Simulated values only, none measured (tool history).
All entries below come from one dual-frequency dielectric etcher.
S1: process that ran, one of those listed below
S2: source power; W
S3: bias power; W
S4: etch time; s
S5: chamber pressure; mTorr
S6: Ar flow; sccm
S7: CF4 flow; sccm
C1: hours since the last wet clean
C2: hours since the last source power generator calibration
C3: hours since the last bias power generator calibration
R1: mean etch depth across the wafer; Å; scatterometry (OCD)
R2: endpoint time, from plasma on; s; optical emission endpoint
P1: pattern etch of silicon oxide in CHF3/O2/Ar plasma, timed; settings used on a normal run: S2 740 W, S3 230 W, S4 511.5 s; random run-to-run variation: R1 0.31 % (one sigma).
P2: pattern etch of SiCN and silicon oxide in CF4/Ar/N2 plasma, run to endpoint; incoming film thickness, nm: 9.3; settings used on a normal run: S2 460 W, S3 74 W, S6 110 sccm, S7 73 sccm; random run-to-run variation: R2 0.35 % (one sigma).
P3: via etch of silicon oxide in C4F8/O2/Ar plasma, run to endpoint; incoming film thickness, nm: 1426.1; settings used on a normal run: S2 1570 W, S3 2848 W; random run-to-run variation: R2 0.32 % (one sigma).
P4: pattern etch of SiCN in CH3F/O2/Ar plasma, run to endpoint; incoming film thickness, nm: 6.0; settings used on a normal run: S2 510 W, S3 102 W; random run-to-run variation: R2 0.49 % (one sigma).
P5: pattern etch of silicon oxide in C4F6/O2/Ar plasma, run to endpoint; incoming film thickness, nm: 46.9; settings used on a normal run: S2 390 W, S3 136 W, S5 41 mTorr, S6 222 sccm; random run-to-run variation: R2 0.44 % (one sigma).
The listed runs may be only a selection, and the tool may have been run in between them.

| run | day | S1 | S2 | S3 | S4 | S5 | S6 | S7 | C1 | C2 | C3 | R1 | R2 |
|---|---|---|---|---|---|---|---|---|---|---|---|---|---|
| 1 | 0.45 | P1 | 740 | 230 | 511.5 |  |  |  | 200.9 | 641.4 | 779.5 | 11967 |  |
| 2 | 1.075 | P5 | 390 | 181 |  | 41 | 222 |  | 215.9 | 656.4 | 794.5 |  | 14.796 |
| 3 | 1.65 | P1 | 990 | 230 | 511.5 |  |  |  | 229.7 | 670.2 | 808.3 | 13304 |  |
| 4 | 2.096 | P1 | 740 | 230 | 511.5 |  |  |  | 240.4 | 680.9 | 819 | 11967 |  |
| 5 | 2.392 | P1 | 740 | 230 | 511.5 |  |  |  | 247.5 | 688 | 826.1 | 12020 |  |
| 6 | 2.729 | P5 | 390 | 136 |  | 26.5 | 222 |  | 255.6 | 696.1 | 834.2 |  | 15.264 |
| 7 | 3.279 | P2 | 460 | 60 |  |  | 110 | 73 | 268.8 | 709.3 | 847.4 |  | 11.316 |
| 8 | 3.875 | P4 | 510 | 66 |  |  |  |  | 283.1 | 723.6 | 861.7 |  | 14.998 |
| 9 | 4.4 | P1 | 740 | 144 | 511.5 |  |  |  | 295.7 | 736.2 | 874.3 | 10197 |  |
| 10 | 4.958 | P1 | 740 | 151 | 610 |  |  |  | 309.1 | 749.6 | 887.7 | 12361 |  |
| 11 | 5.417 | P2 | 460 | 74 |  |  | 110 | 91 | 320.1 | 760.6 | 898.7 |  | 10.33 |
| 12 | 5.842 | P1 | 540 | 230 | 511.5 |  |  |  | 330.3 | 770.8 | 908.9 | 10596 |  |
| 13 | 6.192 | P1 | 740 | 230 | 511.5 |  |  |  | 338.7 | 779.2 | 917.3 | 11983 |  |
| 14 | 6.771 | P3 | 1570 | 1827 |  |  |  |  | 352.6 | 793.1 | 931.2 |  | 319.71 |
| 15 | 7.379 | P1 | 740 | 230 | 511.5 |  |  |  | 367.2 | 807.7 | 945.8 | 11910 |  |
| 16 | 7.938 | P2 | 460 | 74 |  |  | 150 | 73 | 380.6 | 821.1 | 959.2 |  | 11.165 |
| 17 | 8.475 | P4 | 720 | 102 |  |  |  |  | 393.5 | 834 | 972.1 |  | 11.268 |
| 18 | 9.017 | P1 | 740 | 230 | 511.5 |  |  |  | 406.5 | 847 | 985.1 | 11951 |  |
| 19 | 9.538 | P1 | 740 | 230 | 681.5 |  |  |  | 419 | 859.5 | 997.6 | 15910 |  |
| 20 | 9.925 | P1 | 740 | 157 | 283 |  |  |  | 428.3 | 868.8 | 1006.9 | 5789.7 |  |
| 21 | 10.283 | P2 | 460 | 74 |  |  | 110 | 73 | 436.9 | 877.4 | 1015.5 |  | 10.623 |
| 22 | 10.7 | P5 | 390 | 136 |  | 41 | 274 |  | 446.9 | 887.4 | 1025.5 |  | 16.518 |
| 23 | 11.317 | P5 | 540 | 136 |  | 41 | 222 |  | 461.7 | 902.2 | 1040.3 |  | 14.139 |
| 24 | 11.742 | P2 | 460 | 74 |  |  | 110 | 73 | 471.9 | 912.4 | 1050.5 |  | 10.57 |
| 25 | 12.221 | P1 | 740 | 230 | 306.5 |  |  |  | 483.4 | 923.9 | 1062 | 7143.5 |  |
| 26 | 12.696 | P3 | 1570 | 2848 |  |  |  |  | 494.8 | 935.3 | 1073.4 |  | 282.81 |
| 27 | 13.046 | P2 | 340 | 74 |  |  | 110 | 73 | 503.2 | 943.7 | 1081.8 |  | 13.877 |
| 28 | 13.654 | P4 | 510 | 102 |  |  |  |  | 517.8 | 958.3 | 1096.4 |  | 12.923 |
| 29 | 13.988 | P3 | 2130 | 2848 |  |  |  |  | 525.8 | 966.3 | 1104.4 |  | 251.24 |
| 30 | 14.625 | P1 | 740 | 297 | 511.5 |  |  |  | 541.1 | 981.6 | 1119.7 | 13111 |  |
| 31 | 14.971 | P1 | 550 | 230 | 321 |  |  |  | 549.4 | 989.9 | 1128 | 6699.1 |  |
| 32 | 15.438 | P5 | 390 | 136 |  | 41 | 222 |  | 560.6 | 1001.1 | 1139.2 |  | 16.17 |
| 33 | 15.992 | P1 | 740 | 230 | 511.5 |  |  |  | 573.9 | 1014.4 | 1152.5 | 11899 |  |
| 34 | 16.525 | P1 | 740 | 230 | 511.5 |  |  |  | 586.7 | 1027.2 | 1165.3 | 11796 |  |
| 35 | 16.938 | P1 | 740 | 230 | 511.5 |  |  |  | 596.6 | 1037.1 | 1175.2 | 11840 |  |
|  | 17.129 | wet clean of the chamber |
| 36 | 17.308 | P1 | 740 | 230 | 511.5 |  |  |  | 4.4 | 1046 | 1184.1 | 11795 |  |
| 37 | 17.971 | P1 | 740 | 230 | 511.5 |  |  |  | 20.3 | 1061.9 | 1200 | 11771 |  |
| 38 | 18.462 | P1 | 740 | 230 | 511.5 |  |  |  | 32.1 | 1073.7 | 1211.8 | 11774 |  |
| 39 | 19.025 | P1 | 740 | 230 | 511.5 |  |  |  | 45.6 | 1087.2 | 1225.3 | 11775 |  |

The log shows P1 creeping away from where it was. Any of the 2 causes listed here, at the size stated for it, fits the log just as well as the others:
A: source power that arrives under what is set, % = 3.99
B: bias power that arrives under what is set, % = 4.36
At approximately day 15.992, the process output began to creep.
Every other cause this tool's parts could produce, and why it does not fit the log:
chamber walls in a state that lowers the etch rate, %: serviced after onset, at day 17.129, with no recovery of the prior output

You are offered 4 check runs, listed below with question marks in place of their results; each one averages 2 wafers. Which run separates the listed causes by giving clearly different results for each?
| check 1 | 19.588 | P4 | 510 | 102 |  |  |  |  |  |  |  |  | ? |
| check 2 | 19.588 | P2 | 460 | 74 |  |  | 110 | 73 |  |  |  |  | ? |
| check 3 | 19.588 | P3 | 1570 | 2848 |  |  |  |  |  |  |  |  | ? |
| check 4 | 19.588 | P5 | 390 | 136 |  | 41 | 222 |  |  |  |  |  | ? |

What each check would give under each cause:
| check | result | if A | if B |
|---|---|---|---|
| check 1 | R2 | 13.08 | 13.099 |
| check 2 | R2 | 10.996 | 10.771 |
| check 3 | R2 | 285.82 | 285.26 |
| check 4 | R2 | 16.338 | 16.29 |
Per-check spread between the two closest causes, in the result where they differ most: check 1 0.15 %; check 2 2.07 %; check 3 0.2 %; check 4 0.3 %
Of the check runs offered, only check 2 discriminates between the causes; the rest would read about the same regardless of which cause applies.

Running check 2 produced the following: R2 10.816 s. Which one of the listed causes fits?

Of the candidate causes, it is B: bias power that arrives under what is set, %.

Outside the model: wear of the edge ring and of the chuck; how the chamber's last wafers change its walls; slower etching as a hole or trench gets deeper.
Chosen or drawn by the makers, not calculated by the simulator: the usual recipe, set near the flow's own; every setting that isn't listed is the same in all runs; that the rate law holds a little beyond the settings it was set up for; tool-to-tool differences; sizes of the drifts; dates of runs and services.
